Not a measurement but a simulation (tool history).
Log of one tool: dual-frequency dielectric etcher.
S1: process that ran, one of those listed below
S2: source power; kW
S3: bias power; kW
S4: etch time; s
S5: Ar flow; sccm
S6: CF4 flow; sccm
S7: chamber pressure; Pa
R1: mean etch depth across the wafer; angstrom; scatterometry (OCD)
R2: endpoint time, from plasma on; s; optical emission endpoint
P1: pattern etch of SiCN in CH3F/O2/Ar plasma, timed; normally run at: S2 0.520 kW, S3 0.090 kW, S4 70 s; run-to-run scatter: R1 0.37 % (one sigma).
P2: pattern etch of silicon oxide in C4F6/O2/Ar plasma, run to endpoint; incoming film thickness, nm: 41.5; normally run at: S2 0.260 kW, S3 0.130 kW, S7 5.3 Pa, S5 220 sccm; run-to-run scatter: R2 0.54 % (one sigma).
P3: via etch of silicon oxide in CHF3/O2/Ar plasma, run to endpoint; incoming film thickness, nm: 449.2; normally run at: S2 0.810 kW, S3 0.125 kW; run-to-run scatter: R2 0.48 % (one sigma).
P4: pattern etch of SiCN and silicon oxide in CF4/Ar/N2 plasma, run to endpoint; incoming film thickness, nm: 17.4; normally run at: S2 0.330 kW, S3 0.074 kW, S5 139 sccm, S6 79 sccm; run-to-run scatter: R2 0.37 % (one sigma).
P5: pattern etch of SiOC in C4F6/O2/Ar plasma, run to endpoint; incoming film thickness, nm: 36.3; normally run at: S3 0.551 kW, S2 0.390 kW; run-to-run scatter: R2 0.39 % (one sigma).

run   hour  S1     S2     S3  S4   S5  S6   S7      R1       R2
  1   11.4  P1  0.520  0.090  70                306.98
  2   25.8  P4  0.330  0.074      173  79                28.232
  3   33.2  P4  0.330  0.074      139  59                28.553
  4   40.8  P2  0.260  0.130      132      5.3           16.134
  5   48.2  P1  0.520  0.090  70                307.23
  6   55.1  P1  0.520  0.090  70                307.47
  7   65.7  P1  0.520  0.110  70                331.73
  8   75.0  P3  0.510  0.125                            265.120
  9   88.3  P4  0.440  0.074      139  79                21.279
 10   99.8  P1  0.400  0.062  70                243.41
 11  109.1  P1  0.520  0.064  70                272.30
 12  118.4  P5  0.310  0.551                             12.600
 13  128.3  P4  0.330  0.074      139  79                27.271
 14  138.3  P1  0.520  0.090  97                422.37
 15  149.2  P1  0.340  0.090  70                261.59
 16  163.2  P3  0.810  0.169                            199.470
     170.6  -- bias power generator calibrated
 17  173.9  P2  0.260  0.173      220      5.3           15.492
 18  183.8  P5  0.390  0.375                             13.386
 19  197.9  P1  0.520  0.090  70                308.75
 20  211.4  P3  0.810  0.125                            220.860
 21  222.9  P2  0.260  0.130      220      5.3           16.965
 22  236.7  P2  0.260  0.130      220      5.3           17.150
 23  243.1  P2  0.170  0.130      220      5.3           20.266
 24  254.4  P3  0.810  0.125                            222.700
 25  265.4  P1  0.630  0.090  70                331.68
 26  277.3  P1  0.520  0.090  54                237.19
 27  289.3  P4  0.330  0.092      139  79                25.054
     295.1  -- source power generator calibrated
 28  299.8  P2  0.260  0.130      220      7.1           17.680
 29  310.0  P4  0.330  0.074      139  79                27.266
 30  319.6  P1  0.520  0.090  70                306.44
 31  328.2  P5  0.390  0.551                             11.617

Run 32 comes next. What will it give?
 32  335.4  P1  0.520  0.090  70               ?

{"run 32": {"R1": 307.7}}

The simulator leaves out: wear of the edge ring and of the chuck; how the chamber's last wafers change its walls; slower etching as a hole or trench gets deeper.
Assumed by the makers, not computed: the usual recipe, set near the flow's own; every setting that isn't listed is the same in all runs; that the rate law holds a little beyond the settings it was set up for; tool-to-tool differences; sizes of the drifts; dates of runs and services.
